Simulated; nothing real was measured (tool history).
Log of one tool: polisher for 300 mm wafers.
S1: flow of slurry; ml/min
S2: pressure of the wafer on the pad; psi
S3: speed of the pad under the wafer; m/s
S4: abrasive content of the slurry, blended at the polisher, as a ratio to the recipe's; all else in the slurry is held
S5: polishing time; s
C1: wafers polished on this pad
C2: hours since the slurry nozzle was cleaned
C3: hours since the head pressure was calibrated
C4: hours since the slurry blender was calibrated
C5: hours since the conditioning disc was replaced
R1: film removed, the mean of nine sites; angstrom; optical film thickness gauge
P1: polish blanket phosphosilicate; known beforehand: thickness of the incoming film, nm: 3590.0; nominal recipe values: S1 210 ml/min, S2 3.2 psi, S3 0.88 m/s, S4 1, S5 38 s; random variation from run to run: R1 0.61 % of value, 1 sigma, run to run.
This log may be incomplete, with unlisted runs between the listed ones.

{"run": 1, "day": 0.258, "S1": 210, "S2": 3.2, "S3": 0.88, "S4": 1, "S5": 38, "C1": 576, "C2": 346.2, "C3": 488, "C4": 83.1, "C5": 299.9, "R1": 2819.1}
{"run": 2, "day": 0.433, "S1": 210, "S2": 1.6, "S3": 0.88, "S4": 1, "S5": 38, "C1": 619, "C2": 350.4, "C3": 492.2, "C4": 87.3, "C5": 304.1, "R1": 1386.3}
{"run": 3, "day": 0.654, "S1": 210, "S2": 3.2, "S3": 0.88, "S4": 1.2, "S5": 38, "C1": 673, "C2": 355.7, "C3": 497.5, "C4": 92.6, "C5": 309.4, "R1": 3014.5}
{"run": 4, "day": 0.867, "S1": 210, "S2": 3.2, "S3": 0.4, "S4": 1, "S5": 38, "C1": 726, "C2": 360.8, "C3": 502.6, "C4": 97.7, "C5": 314.5, "R1": 1472.4}
{"run": 5, "day": 1.1, "S1": 210, "S2": 3.2, "S3": 0.88, "S4": 1, "S5": 38, "C1": 783, "C2": 366.4, "C3": 508.2, "C4": 103.3, "C5": 320.1, "R1": 2780.9}
{"run": 6, "day": 1.462, "S1": 210, "S2": 3.2, "S3": 1.24, "S4": 1, "S5": 38, "C1": 872, "C2": 375.1, "C3": 516.9, "C4": 112, "C5": 328.8, "R1": 3669.2}
{"run": 7, "day": 1.812, "S1": 210, "S2": 3.2, "S3": 0.88, "S4": 0.5, "S5": 38, "C1": 959, "C2": 383.5, "C3": 525.3, "C4": 120.4, "C5": 337.2, "R1": 1900.8}
{"run": 8, "day": 2.092, "S1": 210, "S2": 3.2, "S3": 0.88, "S4": 1, "S5": 58, "C1": 1027, "C2": 390.2, "C3": 532, "C4": 127.1, "C5": 343.9, "R1": 4233.2}
{"run": 9, "day": 2.446, "S1": 210, "S2": 3.2, "S3": 0.88, "S4": 1, "S5": 38, "C1": 1115, "C2": 398.7, "C3": 540.5, "C4": 135.6, "C5": 352.4, "R1": 2798.8}
{"run": 10, "day": 2.704, "S1": 310, "S2": 3.2, "S3": 0.88, "S4": 1, "S5": 38, "C1": 1178, "C2": 404.9, "C3": 546.7, "C4": 141.8, "C5": 358.6, "R1": 2904.5}
{"run": 11, "day": 3.042, "S1": 210, "S2": 3.2, "S3": 0.88, "S4": 1, "S5": 27, "C1": 1262, "C2": 413, "C3": 554.8, "C4": 149.9, "C5": 366.7, "R1": 1957.8}
{"run": 12, "day": 3.329, "S1": 125, "S2": 3.2, "S3": 0.88, "S4": 1, "S5": 38, "C1": 1332, "C2": 419.9, "C3": 561.7, "C4": 156.8, "C5": 373.6, "R1": 2566.4}
{"run": 13, "day": 3.583, "S1": 210, "S2": 3.2, "S3": 0.88, "S4": 1, "S5": 38, "C1": 1395, "C2": 426, "C3": 567.8, "C4": 162.9, "C5": 379.7, "R1": 2802.7}
{"run": 14, "day": 3.9, "S1": 210, "S2": 3.2, "S3": 0.88, "S4": 1, "S5": 38, "C1": 1473, "C2": 433.6, "C3": 575.4, "C4": 170.5, "C5": 387.3, "R1": 2804.4}
{"run": 15, "day": 4.138, "S1": 210, "S2": 4.1, "S3": 0.66, "S4": 1, "S5": 38, "C1": 1532, "C2": 439.3, "C3": 581.1, "C4": 176.2, "C5": 393, "R1": 2846.9}
{"run": 16, "day": 4.458, "S1": 210, "S2": 3.2, "S3": 0.88, "S4": 1, "S5": 38, "C1": 1611, "C2": 447, "C3": 588.8, "C4": 183.9, "C5": 400.7, "R1": 2794.7}
{"run": 17, "day": 4.771, "S1": 210, "S2": 4.8, "S3": 0.88, "S4": 1, "S5": 38, "C1": 1688, "C2": 454.5, "C3": 596.3, "C4": 191.4, "C5": 408.2, "R1": 4213.5}
{"run": 18, "day": 4.996, "S1": 210, "S2": 3.2, "S3": 0.88, "S4": 1, "S5": 38, "C1": 1743, "C2": 459.9, "C3": 601.7, "C4": 196.8, "C5": 413.6, "R1": 2798.1}
{"run": 19, "day": 5.154, "S1": 210, "S2": 3.2, "S3": 0.88, "S4": 1, "S5": 38, "C1": 1782, "C2": 463.7, "C3": 605.5, "C4": 200.6, "C5": 417.4, "R1": 2728.7}
{"run": 20, "day": 5.433, "S1": 210, "S2": 3.2, "S3": 0.88, "S4": 1, "S5": 38, "C1": 1851, "C2": 470.4, "C3": 612.2, "C4": 207.3, "C5": 424.1, "R1": 2639.3}
{"day": 5.646, "done": "conditioning disc replaced and pad reconditioned"}
{"run": 21, "day": 5.717, "S1": 210, "S2": 3.2, "S3": 0.88, "S4": 1, "S5": 38, "C1": 1921, "C2": 477.2, "C3": 619, "C4": 214.1, "C5": 1.7, "R1": 2557.6}
{"run": 22, "day": 5.875, "S1": 210, "S2": 3.2, "S3": 0.88, "S4": 1, "S5": 38, "C1": 1960, "C2": 481, "C3": 622.8, "C4": 217.9, "C5": 5.5, "R1": 2550.3}
{"run": 23, "day": 6.029, "S1": 210, "S2": 3.2, "S3": 0.88, "S4": 1, "S5": 38, "C1": 1998, "C2": 484.7, "C3": 626.5, "C4": 221.6, "C5": 9.2, "R1": 2563.9}
{"day": 6.05, "done": "worn pad replaced by a new one"}
{"day": 6.138, "done": "slurry nozzle cleaned"}
{"run": 24, "day": 6.333, "S1": 210, "S2": 3.2, "S3": 0.88, "S4": 1, "S5": 38, "C1": 70, "C2": 4.8, "C3": 633.8, "C4": 228.9, "C5": 16.5, "R1": 2503.5}
{"run": 25, "day": 6.525, "S1": 210, "S2": 3.2, "S3": 0.88, "S4": 1, "S5": 38, "C1": 117, "C2": 9.4, "C3": 638.4, "C4": 233.5, "C5": 21.1, "R1": 2507.7}
{"run": 26, "day": 6.775, "S1": 210, "S2": 3.2, "S3": 0.88, "S4": 1, "S5": 38, "C1": 178, "C2": 15.4, "C3": 644.4, "C4": 239.5, "C5": 27.1, "R1": 2509}

The log shows P1 creeping away from where it was. Any of the 2 causes listed here, at the size stated for it, fits the log just as well as the others:
A: head's pressure below its setpoint, % = 9.92
B: abrasive missing from the slurry, % = 19.5
Creep in the process output first set in at about day 4.996.
All other causes, with the reason each is excluded:
removal rate lost through wear of the pad, %: its service at day 6.05 followed the start of the drift and did not put the process back to its old value
slurry flow missing at the pad, %: its service at day 6.138 followed the start of the drift and did not put the process back to its old value
time polished since the conditioner stopped cutting, s: its service at day 5.646 followed the start of the drift and did not put the process back to its old value

Of the 4 check runs below, each run on 2 wafers with the results averaged and each result still a question mark, which one would tell the listed causes apart?
{"run": "check 1", "day": 7.025, "S1": 125, "S2": 3.2, "S3": 0.4, "S4": 1, "S5": 38, "R1": "?"}
{"run": "check 2", "day": 7.025, "S1": 290, "S2": 3.2, "S3": 0.88, "S4": 0.55, "S5": 38, "R1": "?"}
{"run": "check 3", "day": 7.025, "S1": 255, "S2": 3.2, "S3": 0.88, "S4": 1, "S5": 56, "R1": "?"}
{"run": "check 4", "day": 7.025, "S1": 210, "S2": 2.6, "S3": 0.88, "S4": 1, "S5": 28, "R1": "?"}

If the cause were each of the candidates in turn, the checks would give the following:
check=check_1 result=R1 if_A=1229.9 if_B=1230
check=check_2 result=R1 if_A=1896.1 if_B=1836.9
check=check_3 result=R1 if_A=3785.5 if_B=3785.5
check=check_4 result=R1 if_A=1504.1 if_B=1504.1
Smallest distance between any two causes, each pair judged by its most separating result, in per cent: check 1 0 %; check 2 3.17 %; check 3 0 %; check 4 0 %
Only check 2 tells the causes apart: in the others they would give nearly the same result.

Here is what check 2 returned: R1 1844.8 angstrom. Which cause is it?

Of the candidate causes, it is B: abrasive missing from the slurry, %.

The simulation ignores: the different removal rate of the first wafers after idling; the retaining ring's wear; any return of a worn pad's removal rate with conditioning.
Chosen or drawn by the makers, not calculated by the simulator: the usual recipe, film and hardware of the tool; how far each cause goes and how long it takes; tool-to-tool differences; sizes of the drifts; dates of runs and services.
